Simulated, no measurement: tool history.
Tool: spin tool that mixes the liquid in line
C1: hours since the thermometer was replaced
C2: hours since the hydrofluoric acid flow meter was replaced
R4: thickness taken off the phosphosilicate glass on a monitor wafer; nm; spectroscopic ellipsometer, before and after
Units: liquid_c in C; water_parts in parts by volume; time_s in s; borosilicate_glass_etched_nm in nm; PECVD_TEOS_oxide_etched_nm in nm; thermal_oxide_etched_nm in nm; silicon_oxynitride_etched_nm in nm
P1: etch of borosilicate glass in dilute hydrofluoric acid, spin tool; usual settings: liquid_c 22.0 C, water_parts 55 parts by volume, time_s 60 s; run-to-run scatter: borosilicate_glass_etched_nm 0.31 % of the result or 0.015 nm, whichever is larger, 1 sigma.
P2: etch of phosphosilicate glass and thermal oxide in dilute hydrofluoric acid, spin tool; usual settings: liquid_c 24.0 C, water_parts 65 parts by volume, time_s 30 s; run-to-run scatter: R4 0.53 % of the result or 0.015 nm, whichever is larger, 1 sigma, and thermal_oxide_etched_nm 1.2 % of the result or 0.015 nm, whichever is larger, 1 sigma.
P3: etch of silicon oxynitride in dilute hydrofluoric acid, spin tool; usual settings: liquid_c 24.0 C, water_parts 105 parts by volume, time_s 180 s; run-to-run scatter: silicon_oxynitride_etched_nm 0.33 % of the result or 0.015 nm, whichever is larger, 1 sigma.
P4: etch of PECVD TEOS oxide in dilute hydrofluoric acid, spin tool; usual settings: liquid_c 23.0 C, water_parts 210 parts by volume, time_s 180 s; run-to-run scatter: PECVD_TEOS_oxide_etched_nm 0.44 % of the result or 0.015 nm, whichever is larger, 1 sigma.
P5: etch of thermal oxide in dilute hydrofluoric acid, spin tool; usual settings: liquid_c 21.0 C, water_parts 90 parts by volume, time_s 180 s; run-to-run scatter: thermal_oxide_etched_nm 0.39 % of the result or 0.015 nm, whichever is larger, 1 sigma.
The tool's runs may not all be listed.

Run 1, hour 11.6: process P1, liquid_c 22.0 C, water_parts 55 parts by volume, time_s 60 s; C1 1555.9; C2 699.8. Result: borosilicate_glass_etched_nm 31.2040 nm.
Run 2, hour 24.8: process P1, liquid_c 22.0 C, water_parts 20 parts by volume, time_s 60 s; C1 1569.1; C2 713.0. Result: borosilicate_glass_etched_nm 89.8850 nm.
Run 3, hour 33.0: process P4, liquid_c 23.0 C, water_parts 210 parts by volume, time_s 290 s; C1 1577.3; C2 721.2. Result: PECVD_TEOS_oxide_etched_nm 15.8090 nm.
Run 4, hour 42.8: process P5, liquid_c 17.0 C, water_parts 90 parts by volume, time_s 180 s; C1 1587.1; C2 731.0. Result: thermal_oxide_etched_nm 7.5155 nm.
Run 5, hour 57.8: process P1, liquid_c 17.0 C, water_parts 55 parts by volume, time_s 60 s; C1 1602.1; C2 746.0. Result: borosilicate_glass_etched_nm 25.3270 nm.
Run 6, hour 71.9: process P1, liquid_c 22.0 C, water_parts 55 parts by volume, time_s 60 s; C1 1616.2; C2 760.1. Result: borosilicate_glass_etched_nm 31.1780 nm.
Run 7, hour 84.4: process P4, liquid_c 23.0 C, water_parts 210 parts by volume, time_s 180 s; C1 1628.7; C2 772.6. Result: PECVD_TEOS_oxide_etched_nm 9.8043 nm.
Run 8, hour 97.7: process P2, liquid_c 24.0 C, water_parts 65 parts by volume, time_s 30 s; C1 1642.0; C2 785.9. Result: thermal_oxide_etched_nm 2.2124 nm, R4 98.397 nm.
Run 9, hour 110.1: process P4, liquid_c 28.5 C, water_parts 210 parts by volume, time_s 180 s; C1 1654.4; C2 798.3. Result: PECVD_TEOS_oxide_etched_nm 11.9890 nm.
Run 10, hour 117.1: process P1, liquid_c 22.0 C, water_parts 55 parts by volume, time_s 60 s; C1 1661.4; C2 805.3. Result: borosilicate_glass_etched_nm 31.2450 nm.
Run 11, hour 132.3: process P1, liquid_c 28.5 C, water_parts 55 parts by volume, time_s 60 s; C1 1676.6; C2 820.5. Result: borosilicate_glass_etched_nm 40.7660 nm.
Run 12, hour 140.6: process P1, liquid_c 22.0 C, water_parts 55 parts by volume, time_s 60 s; C1 1684.9; C2 828.8. Result: borosilicate_glass_etched_nm 31.4440 nm.
Run 13, hour 153.5: process P1, liquid_c 22.0 C, water_parts 30 parts by volume, time_s 30 s; C1 1697.8; C2 841.7. Result: borosilicate_glass_etched_nm 29.5830 nm.
At hour 157.4: hydrofluoric acid flow meter replaced.
Run 14, hour 161.0: process P1, liquid_c 22.0 C, water_parts 80 parts by volume, time_s 60 s; C1 1705.3; C2 3.6. Result: borosilicate_glass_etched_nm 20.7280 nm.
Run 15, hour 175.9: process P2, liquid_c 24.0 C, water_parts 20 parts by volume, time_s 30 s; C1 1720.2; C2 18.5. Result: thermal_oxide_etched_nm 7.4278 nm, R4 339.710 nm.
Run 16, hour 188.7: process P3, liquid_c 24.0 C, water_parts 105 parts by volume, time_s 15 s; C1 1733.0; C2 31.3. Result: silicon_oxynitride_etched_nm 0.61859 nm.
Run 17, hour 198.6: process P2, liquid_c 24.0 C, water_parts 65 parts by volume, time_s 55 s; C1 1742.9; C2 41.2. Result: thermal_oxide_etched_nm 3.8474 nm, R4 179.740 nm.
Run 18, hour 206.4: process P1, liquid_c 22.0 C, water_parts 55 parts by volume, time_s 15 s; C1 1750.7; C2 49.0. Result: borosilicate_glass_etched_nm 7.8421 nm.
Run 19, hour 215.6: process P1, liquid_c 22.0 C, water_parts 55 parts by volume, time_s 95 s; C1 1759.9; C2 58.2. Result: borosilicate_glass_etched_nm 49.3070 nm.
Run 20, hour 222.8: process P3, liquid_c 30.5 C, water_parts 105 parts by volume, time_s 180 s; C1 1767.1; C2 65.4. Result: silicon_oxynitride_etched_nm 9.96610 nm.
Run 21, hour 229.5: process P1, liquid_c 22.0 C, water_parts 55 parts by volume, time_s 60 s; C1 1773.8; C2 72.1. Result: borosilicate_glass_etched_nm 31.3650 nm.
Run 22, hour 242.6: process P1, liquid_c 22.0 C, water_parts 55 parts by volume, time_s 60 s; C1 1786.9; C2 85.2. Result: borosilicate_glass_etched_nm 31.2550 nm.
Run 23, hour 255.7: process P5, liquid_c 21.0 C, water_parts 20 parts by volume, time_s 180 s; C1 1800.0; C2 98.3. Result: thermal_oxide_etched_nm 43.4890 nm.
Run 24, hour 265.1: process P2, liquid_c 24.0 C, water_parts 65 parts by volume, time_s 30 s; C1 1809.4; C2 107.7. Result: thermal_oxide_etched_nm 2.1747 nm, R4 98.267 nm.
Run 25, hour 273.2: process P4, liquid_c 23.0 C, water_parts 370 parts by volume, time_s 180 s; C1 1817.5; C2 115.8. Result: PECVD_TEOS_oxide_etched_nm 4.7043 nm.
Run 26, hour 283.5: process P4, liquid_c 23.0 C, water_parts 210 parts by volume, time_s 180 s; C1 1827.8; C2 126.1. Result: PECVD_TEOS_oxide_etched_nm 9.8498 nm.
Run 27, hour 294.6: process P3, liquid_c 24.0 C, water_parts 105 parts by volume, time_s 180 s; C1 1838.9; C2 137.2. Result: silicon_oxynitride_etched_nm 7.43860 nm.
Run 28, hour 306.5: process P5, liquid_c 21.0 C, water_parts 90 parts by volume, time_s 180 s; C1 1850.8; C2 149.1. Result: thermal_oxide_etched_nm 8.8756 nm.
Run 29, hour 313.2: process P3, liquid_c 24.0 C, water_parts 65 parts by volume, time_s 180 s; C1 1857.5; C2 155.8. Result: silicon_oxynitride_etched_nm 12.47100 nm.
Run 30, hour 327.0: process P2, liquid_c 17.0 C, water_parts 65 parts by volume, time_s 30 s; C1 1871.3; C2 169.6. Result: thermal_oxide_etched_nm 1.5808 nm, R4 73.227 nm.
Run 31, hour 339.7: process P5, liquid_c 21.0 C, water_parts 90 parts by volume, time_s 325 s; C1 1884.0; C2 182.3. Result: thermal_oxide_etched_nm 16.0100 nm.
Run 32, hour 352.6: process P1, liquid_c 22.0 C, water_parts 55 parts by volume, time_s 60 s; C1 1896.9; C2 195.2. Result: borosilicate_glass_etched_nm 31.2560 nm.
Run 33, hour 365.2: process P1, liquid_c 22.0 C, water_parts 55 parts by volume, time_s 60 s; C1 1909.5; C2 207.8. Result: borosilicate_glass_etched_nm 29.8920 nm.
Run 34, hour 372.0: process P1, liquid_c 22.0 C, water_parts 55 parts by volume, time_s 60 s; C1 1916.3; C2 214.6. Result: borosilicate_glass_etched_nm 29.5790 nm.
Run 35, hour 386.9: process P1, liquid_c 22.0 C, water_parts 55 parts by volume, time_s 60 s; C1 1931.2; C2 229.5. Result: borosilicate_glass_etched_nm 28.7360 nm.
Run 36, hour 400.8: process P1, liquid_c 22.0 C, water_parts 55 parts by volume, time_s 60 s; C1 1945.1; C2 243.4. Result: borosilicate_glass_etched_nm 28.5180 nm.
Run 37, hour 413.7: process P1, liquid_c 22.0 C, water_parts 55 parts by volume, time_s 60 s; C1 1958.0; C2 256.3. Result: borosilicate_glass_etched_nm 28.4470 nm.
Run 38, hour 422.8: process P1, liquid_c 22.0 C, water_parts 55 parts by volume, time_s 60 s; C1 1967.1; C2 265.4. Result: borosilicate_glass_etched_nm 28.2670 nm.
Run 39, hour 436.2: process P1, liquid_c 22.0 C, water_parts 55 parts by volume, time_s 60 s; C1 1980.5; C2 278.8. Result: borosilicate_glass_etched_nm 28.1750 nm.
Run 40, hour 444.2: process P1, liquid_c 22.0 C, water_parts 55 parts by volume, time_s 60 s; C1 1988.5; C2 286.8. Result: borosilicate_glass_etched_nm 28.0240 nm.

What P1 gives has crept away from where it was. These 2 causes fit the log equally well, each at the size given:
A: hydrofluoric acid flow below the setpoint (%) = 9.05
B: liquid colder than its thermometer reads (K) = 2.43
The creep began at about hour 352.6.

4 check runs are offered, one wafer each, their results left as question marks. Which one tells the causes apart?
Run check 1, hour 452.2: process P5, liquid_c 17.0 C, water_parts 45 parts by volume, time_s 180 s. Result: thermal_oxide_etched_nm ?.
Run check 2, hour 452.2: process P4, liquid_c 23.0 C, water_parts 335 parts by volume, time_s 280 s. Result: PECVD_TEOS_oxide_etched_nm ?.
Run check 3, hour 452.2: process P2, liquid_c 24.0 C, water_parts 65 parts by volume, time_s 50 s. Result: thermal_oxide_etched_nm ?, R4 ?.
Run check 4, hour 452.2: process P3, liquid_c 30.0 C, water_parts 105 parts by volume, time_s 50 s. Result: silicon_oxynitride_etched_nm ?.

What each check would give under each cause:
  check                        result     if A     if B
check 1       thermal_oxide_etched_nm  14.3010  14.2000
check 2    PECVD_TEOS_oxide_etched_nm   7.4402   7.7448
check 3       thermal_oxide_etched_nm   3.2331   3.2442
check 3                            R4  147.490  148.000
check 4  silicon_oxynitride_etched_nm  2.43930  2.42880
How far apart the two closest causes lie, in the result that separates them most: check 1 0.71 %; check 2 4.01 %; check 3 0.34 %; check 4 0.43 %
Check 2 tells the causes apart: in the others they would give nearly the same result.

Check 2 was then run and gave: PECVD_TEOS_oxide_etched_nm 7.7062 nm. Which cause is it?

It is B: liquid colder than its thermometer reads (K).
